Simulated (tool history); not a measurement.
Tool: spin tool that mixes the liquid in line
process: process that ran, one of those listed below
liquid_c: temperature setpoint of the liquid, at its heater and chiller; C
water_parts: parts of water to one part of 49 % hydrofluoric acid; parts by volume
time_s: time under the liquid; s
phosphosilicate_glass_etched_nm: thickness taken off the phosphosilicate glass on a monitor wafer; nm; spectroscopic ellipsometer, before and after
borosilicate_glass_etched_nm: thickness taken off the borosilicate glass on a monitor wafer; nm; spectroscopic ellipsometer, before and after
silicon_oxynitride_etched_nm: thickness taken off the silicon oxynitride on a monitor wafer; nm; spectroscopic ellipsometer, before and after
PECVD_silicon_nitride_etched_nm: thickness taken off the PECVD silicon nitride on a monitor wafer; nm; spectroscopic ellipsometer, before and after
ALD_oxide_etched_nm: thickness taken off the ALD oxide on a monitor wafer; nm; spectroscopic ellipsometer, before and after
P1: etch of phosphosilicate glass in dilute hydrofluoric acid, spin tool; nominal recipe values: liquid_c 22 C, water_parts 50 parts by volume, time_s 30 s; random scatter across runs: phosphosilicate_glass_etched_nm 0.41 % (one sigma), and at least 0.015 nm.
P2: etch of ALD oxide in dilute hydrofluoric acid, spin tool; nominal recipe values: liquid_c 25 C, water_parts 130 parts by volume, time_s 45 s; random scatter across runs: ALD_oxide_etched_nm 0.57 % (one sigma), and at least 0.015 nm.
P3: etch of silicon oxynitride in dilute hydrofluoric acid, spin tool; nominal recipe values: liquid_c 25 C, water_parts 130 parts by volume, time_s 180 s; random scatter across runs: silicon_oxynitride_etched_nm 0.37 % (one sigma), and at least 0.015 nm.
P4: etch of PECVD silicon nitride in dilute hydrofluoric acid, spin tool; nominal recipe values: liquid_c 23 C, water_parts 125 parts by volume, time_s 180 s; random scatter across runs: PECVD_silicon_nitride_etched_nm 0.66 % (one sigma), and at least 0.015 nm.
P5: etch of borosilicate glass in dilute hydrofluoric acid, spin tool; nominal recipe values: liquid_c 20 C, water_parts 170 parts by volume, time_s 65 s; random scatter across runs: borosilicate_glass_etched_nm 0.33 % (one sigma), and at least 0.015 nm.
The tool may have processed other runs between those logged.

run,hour,process,liquid_c,water_parts,time_s,phosphosilicate_glass_etched_nm,borosilicate_glass_etched_nm,silicon_oxynitride_etched_nm,PECVD_silicon_nitride_etched_nm,ALD_oxide_etched_nm
1,12.5,P1,22,50,30,86.287,,,,
2,21.3,P5,20,170,110,,11.046,,,
3,33.2,P3,25,55,180,,,16.982,,
4,46.2,P3,20.5,130,180,,,5.4375,,
5,59.1,P1,22,50,30,86.441,,,,
6,66.6,P1,28.5,50,30,111.96,,,,
7,77.9,P1,28,20,30,290.32,,,,
8,91.9,P4,23,205,180,,,,1.999,
9,105.4,P1,22,50,30,86.677,,,,
10,118.6,P5,17,170,65,,5.7646,,,
11,127.5,P4,17,125,180,,,,2.2044,
12,136.5,P2,25,75,45,,,,,11.128
13,148.1,P5,20,170,65,,6.4994,,,
14,160,P1,18.5,50,30,74.303,,,,
15,173.4,P3,25,130,180,,,6.7726,,
16,186.3,P1,22,50,30,85.961,,,,
17,199.8,P1,22,80,30,51.979,,,,
18,207.2,P5,20,170,65,,6.5154,,,
19,214.6,P4,23,125,180,,,,3.3257,
20,221.9,P4,23,125,180,,,,3.2801,
21,237.2,P4,23,125,355,,,,6.5664,
22,252.7,P2,25,130,45,,,,,5.9954
23,264.1,P2,25,130,15,,,,,2.0018
24,277.6,P2,17.5,130,45,,,,,4.4389
25,292.7,P1,22,50,15,43.034,,,,
26,304,P1,22,50,55,158.69,,,,
27,313.5,P1,18,50,15,36.377,,,,
28,329.1,P3,25,130,180,,,6.7884,,
29,340.9,P1,22,25,30,176.86,,,,
30,353.5,P5,20,35,65,,36.98,,,
31,365,P3,25,130,80,,,3.0256,,
32,380.4,P1,22,50,30,86.098,,,,
33,392.9,P1,22,50,30,81.735,,,,
34,400.4,P1,22,50,30,80.713,,,,
35,408.8,P1,22,50,30,79.351,,,,
36,419.2,P1,22,50,30,78.893,,,,
37,428.8,P1,22,50,30,78.762,,,,
38,439,P1,22,50,30,78.276,,,,
39,447.5,P1,22,50,30,77.924,,,,

What P1 gives has crept off from where it sat before. The 2 causes that follow fit the log equally well, each at the size noted:
A: hydrofluoric acid flow below the setpoint (%) = 9.02
B: liquid colder than its thermometer reads (K) = 2.39
The creep began at about hour 380.4.

The check runs listed below each take one wafer, and their results are still question marks. Under which run would the listed causes lead to clearly different results?
check 1,456,P3,25,130,110,,,?,,
check 2,456,P2,25,130,15,,,,,?
check 3,456,P4,17,125,330,,,,?,
check 4,456,P5,17,110,65,,?,,,

Predicted outcomes, by check and by cause:
check,result,if A,if B
check 1,silicon_oxynitride_etched_nm,3.7266,3.7048
check 2,ALD_oxide_etched_nm,1.7886,1.8194
check 3,PECVD_silicon_nitride_etched_nm,3.6829,3.4144
check 4,borosilicate_glass_etched_nm,8.5307,8.5676
Smallest distance between any two causes, each pair judged by its most separating result, in per cent: check 1 0.59 %; check 2 1.71 %; check 3 7.57 %; check 4 0.43 %
Only check 3 tells the causes apart: in the others they would give nearly the same result.

The results of check 3 are: PECVD_silicon_nitride_etched_nm 3.4447 nm. Based on these, which of the listed causes is it?

It was cause B: liquid colder than its thermometer reads (K).
